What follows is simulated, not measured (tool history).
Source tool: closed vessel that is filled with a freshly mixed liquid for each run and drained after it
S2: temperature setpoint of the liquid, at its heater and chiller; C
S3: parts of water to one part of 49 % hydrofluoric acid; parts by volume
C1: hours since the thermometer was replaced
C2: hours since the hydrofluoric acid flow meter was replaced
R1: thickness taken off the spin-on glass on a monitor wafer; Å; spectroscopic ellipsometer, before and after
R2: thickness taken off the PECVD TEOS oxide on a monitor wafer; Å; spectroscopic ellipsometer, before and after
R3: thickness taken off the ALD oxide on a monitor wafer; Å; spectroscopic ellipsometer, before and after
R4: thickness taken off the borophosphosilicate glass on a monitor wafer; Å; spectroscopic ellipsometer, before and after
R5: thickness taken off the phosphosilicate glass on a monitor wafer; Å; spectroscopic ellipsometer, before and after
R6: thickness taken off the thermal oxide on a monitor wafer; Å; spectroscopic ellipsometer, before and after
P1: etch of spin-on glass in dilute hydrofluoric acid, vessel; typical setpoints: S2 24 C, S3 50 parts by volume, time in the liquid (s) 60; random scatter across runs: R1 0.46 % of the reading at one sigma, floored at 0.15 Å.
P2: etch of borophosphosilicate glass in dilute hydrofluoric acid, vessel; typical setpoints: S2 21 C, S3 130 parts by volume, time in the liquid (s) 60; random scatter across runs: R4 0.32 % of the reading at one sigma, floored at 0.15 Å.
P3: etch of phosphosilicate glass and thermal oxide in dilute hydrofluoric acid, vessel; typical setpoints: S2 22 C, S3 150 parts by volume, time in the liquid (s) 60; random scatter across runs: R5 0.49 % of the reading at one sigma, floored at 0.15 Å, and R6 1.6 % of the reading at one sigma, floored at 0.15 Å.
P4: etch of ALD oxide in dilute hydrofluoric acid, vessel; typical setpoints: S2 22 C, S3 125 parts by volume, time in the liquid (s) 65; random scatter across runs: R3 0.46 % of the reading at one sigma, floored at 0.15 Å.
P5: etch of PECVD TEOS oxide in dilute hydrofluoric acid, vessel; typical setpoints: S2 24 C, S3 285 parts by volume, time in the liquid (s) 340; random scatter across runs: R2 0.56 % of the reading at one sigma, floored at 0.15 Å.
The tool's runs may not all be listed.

Run 1, hour 8.1: process that ran P1, S2 24 C, S3 50 parts by volume, time in the liquid (s) 60; C1 230.6; C2 592.8. Result: R1 396.18 Å.
Run 2, hour 16: process that ran P5, S2 24 C, S3 285 parts by volume, time in the liquid (s) 340; C1 238.5; C2 600.7. Result: R2 231.92 Å.
Run 3, hour 32.6: process that ran P5, S2 19 C, S3 285 parts by volume, time in the liquid (s) 340; C1 255.1; C2 617.3. Result: R2 193.96 Å.
Run 4, hour 44.7: process that ran P4, S2 17 C, S3 125 parts by volume, time in the liquid (s) 65; C1 267.2; C2 629.4. Result: R3 120.52 Å.
Run 5, hour 60.7: process that ran P2, S2 21 C, S3 130 parts by volume, time in the liquid (s) 60; C1 283.2; C2 645.4. Result: R4 146.52 Å.
Run 6, hour 75.6: process that ran P1, S2 30 C, S3 90 parts by volume, time in the liquid (s) 60; C1 298.1; C2 660.3. Result: R1 266.84 Å.
Run 7, hour 91.7: process that ran P1, S2 24 C, S3 20 parts by volume, time in the liquid (s) 60; C1 314.2; C2 676.4. Result: R1 1035.5 Å.
Run 8, hour 99.5: process that ran P1, S2 18 C, S3 50 parts by volume, time in the liquid (s) 60; C1 322; C2 684.2. Result: R1 309.77 Å.
Run 9, hour 108.9: process that ran P2, S2 17 C, S3 130 parts by volume, time in the liquid (s) 60; C1 331.4; C2 693.6. Result: R4 124.39 Å.
Run 10, hour 118.7: process that ran P4, S2 22 C, S3 125 parts by volume, time in the liquid (s) 65; C1 341.2; C2 703.4. Result: R3 146.8 Å.
Run 11, hour 132.5: process that ran P1, S2 24 C, S3 50 parts by volume, time in the liquid (s) 60; C1 355; C2 717.2. Result: R1 397.77 Å.
Run 12, hour 147.9: process that ran P1, S2 24 C, S3 50 parts by volume, time in the liquid (s) 60; C1 370.4; C2 732.6. Result: R1 401.18 Å.
Run 13, hour 160.3: process that ran P2, S2 21 C, S3 130 parts by volume, time in the liquid (s) 60; C1 382.8; C2 745. Result: R4 145.2 Å.
Run 14, hour 170: process that ran P1, S2 24 C, S3 50 parts by volume, time in the liquid (s) 60; C1 392.5; C2 754.7. Result: R1 401.43 Å.
Run 15, hour 182.1: process that ran P1, S2 28.5 C, S3 50 parts by volume, time in the liquid (s) 60; C1 404.6; C2 766.8. Result: R1 478.72 Å.
Run 16, hour 196.5: process that ran P3, S2 22 C, S3 30 parts by volume, time in the liquid (s) 60; C1 419; C2 781.2. Result: R5 1606.7 Å, R6 92.441 Å.
Run 17, hour 206.4: process that ran P4, S2 22 C, S3 125 parts by volume, time in the liquid (s) 30; C1 428.9; C2 791.1. Result: R3 67.53 Å.
Run 18, hour 218.4: process that ran P3, S2 22 C, S3 150 parts by volume, time in the liquid (s) 60; C1 440.9; C2 803.1. Result: R5 278.5 Å, R6 15.763 Å.
Run 19, hour 233.5: process that ran P3, S2 22 C, S3 150 parts by volume, time in the liquid (s) 115; C1 456; C2 818.2. Result: R5 530.69 Å, R6 30.229 Å.
Run 20, hour 248: process that ran P5, S2 24 C, S3 515 parts by volume, time in the liquid (s) 340; C1 470.5; C2 832.7. Result: R2 104.64 Å.
Run 21, hour 264.1: process that ran P3, S2 22 C, S3 150 parts by volume, time in the liquid (s) 60; C1 486.6; C2 848.8. Result: R5 277.85 Å, R6 16.203 Å.
Run 22, hour 280.4: process that ran P1, S2 24 C, S3 70 parts by volume, time in the liquid (s) 60; C1 502.9; C2 865.1. Result: R1 279.6 Å.
Run 23, hour 295.8: process that ran P2, S2 21 C, S3 25 parts by volume, time in the liquid (s) 60; C1 518.3; C2 880.5. Result: R4 854.49 Å.
Run 24, hour 309.9: process that ran P5, S2 24 C, S3 285 parts by volume, time in the liquid (s) 650; C1 532.4; C2 894.6. Result: R2 439.7 Å.
Run 25, hour 324.7: process that ran P1, S2 24 C, S3 50 parts by volume, time in the liquid (s) 60; C1 547.2; C2 909.4. Result: R1 401.93 Å.
Run 26, hour 338.9: process that ran P1, S2 24 C, S3 50 parts by volume, time in the liquid (s) 60; C1 561.4; C2 923.6. Result: R1 398.94 Å.
Run 27, hour 355.3: process that ran P2, S2 21 C, S3 130 parts by volume, time in the liquid (s) 30; C1 577.8; C2 940. Result: R4 72.807 Å.
Run 28, hour 370.7: process that ran P1, S2 24 C, S3 50 parts by volume, time in the liquid (s) 110; C1 593.2; C2 955.4. Result: R1 733.85 Å.
Run 29, hour 387: process that ran P4, S2 22 C, S3 125 parts by volume, time in the liquid (s) 65; C1 609.5; C2 971.7. Result: R3 147.52 Å.
Run 30, hour 398.6: process that ran P1, S2 24 C, S3 50 parts by volume, time in the liquid (s) 30; C1 621.1; C2 983.3. Result: R1 198.71 Å.
Run 31, hour 412.4: process that ran P4, S2 22 C, S3 180 parts by volume, time in the liquid (s) 65; C1 634.9; C2 997.1. Result: R3 96.308 Å.
Run 32, hour 426.1: process that ran P3, S2 26 C, S3 150 parts by volume, time in the liquid (s) 60; C1 648.6; C2 1010.8. Result: R5 319.83 Å, R6 18.134 Å.
Run 33, hour 436.2: process that ran P5, S2 24 C, S3 285 parts by volume, time in the liquid (s) 340; C1 658.7; C2 1020.9. Result: R2 231.14 Å.
Run 34, hour 445.2: process that ran P1, S2 24 C, S3 20 parts by volume, time in the liquid (s) 40; C1 667.7; C2 1029.9. Result: R1 692.41 Å.
Run 35, hour 461.6: process that ran P1, S2 24 C, S3 50 parts by volume, time in the liquid (s) 60; C1 684.1; C2 1046.3. Result: R1 403.37 Å.
Run 36, hour 475.5: process that ran P1, S2 24 C, S3 50 parts by volume, time in the liquid (s) 60; C1 698; C2 1060.2. Result: R1 409.85 Å.
Run 37, hour 484.6: process that ran P1, S2 24 C, S3 50 parts by volume, time in the liquid (s) 60; C1 707.1; C2 1069.3. Result: R1 414.24 Å.
Run 38, hour 500: process that ran P1, S2 24 C, S3 50 parts by volume, time in the liquid (s) 60; C1 722.5; C2 1084.7. Result: R1 421.14 Å.
Run 39, hour 516.8: process that ran P1, S2 24 C, S3 50 parts by volume, time in the liquid (s) 60; C1 739.3; C2 1101.5. Result: R1 424.23 Å.
Run 40, hour 525.3: process that ran P1, S2 24 C, S3 50 parts by volume, time in the liquid (s) 60; C1 747.8; C2 1110. Result: R1 424.43 Å.
Run 41, hour 539.4: process that ran P1, S2 24 C, S3 50 parts by volume, time in the liquid (s) 60; C1 761.9; C2 1124.1. Result: R1 425.2 Å.
Run 42, hour 555.4: process that ran P1, S2 24 C, S3 50 parts by volume, time in the liquid (s) 60; C1 777.9; C2 1140.1. Result: R1 427.91 Å.
Run 43, hour 567.3: process that ran P1, S2 24 C, S3 50 parts by volume, time in the liquid (s) 60; C1 789.8; C2 1152. Result: R1 429.88 Å.
Run 44, hour 574.9: process that ran P1, S2 24 C, S3 50 parts by volume, time in the liquid (s) 60; C1 797.4; C2 1159.6. Result: R1 430.83 Å.
Run 45, hour 582.3: process that ran P1, S2 24 C, S3 50 parts by volume, time in the liquid (s) 60; C1 804.8; C2 1167. Result: R1 429.54 Å.

What P1 gives has crept off from where it sat before. The 2 causes that follow fit the log equally well, each at the size noted:
A: hydrofluoric acid flow above the setpoint (%) = 6.9
B: liquid hotter than its thermometer reads (K) = 1.74
Creep in the process output first set in at about hour 461.6.

The check runs listed below each take one wafer, and their results are still question marks. Under which run would the listed causes lead to clearly different results?
Run check 1, hour 589.7: process that ran P3, S2 22 C, S3 35 parts by volume, time in the liquid (s) 110. Result: R5 ?, R6 ?.
Run check 2, hour 589.7: process that ran P5, S2 24 C, S3 505 parts by volume, time in the liquid (s) 610. Result: R2 ?.
Run check 3, hour 589.7: process that ran P4, S2 22 C, S3 125 parts by volume, time in the liquid (s) 30. Result: R3 ?.
Run check 4, hour 589.7: process that ran P2, S2 21 C, S3 35 parts by volume, time in the liquid (s) 40. Result: R4 ?.

What every check run would give for each of its results, assuming each possible cause in turn:
  check  result    if A    if B
check 1      R5  2673.9  2683.2
check 1      R6  152.58  153.12
check 2      R2  210.95  202.57
check 3      R3  73.433  72.887
check 4      R4  432.57  434.35
Smallest distance between any two causes, each pair judged by its most separating result, in per cent: check 1 0.35 %; check 2 4.05 %; check 3 0.75 %; check 4 0.41 %
The causes can be told apart only by check 2. The other checks would give nearly the same results under each of them.

Running check 2 produced the following: R2 202.59 Å. Which one of the listed causes fits?

It was cause B: liquid hotter than its thermometer reads (K).
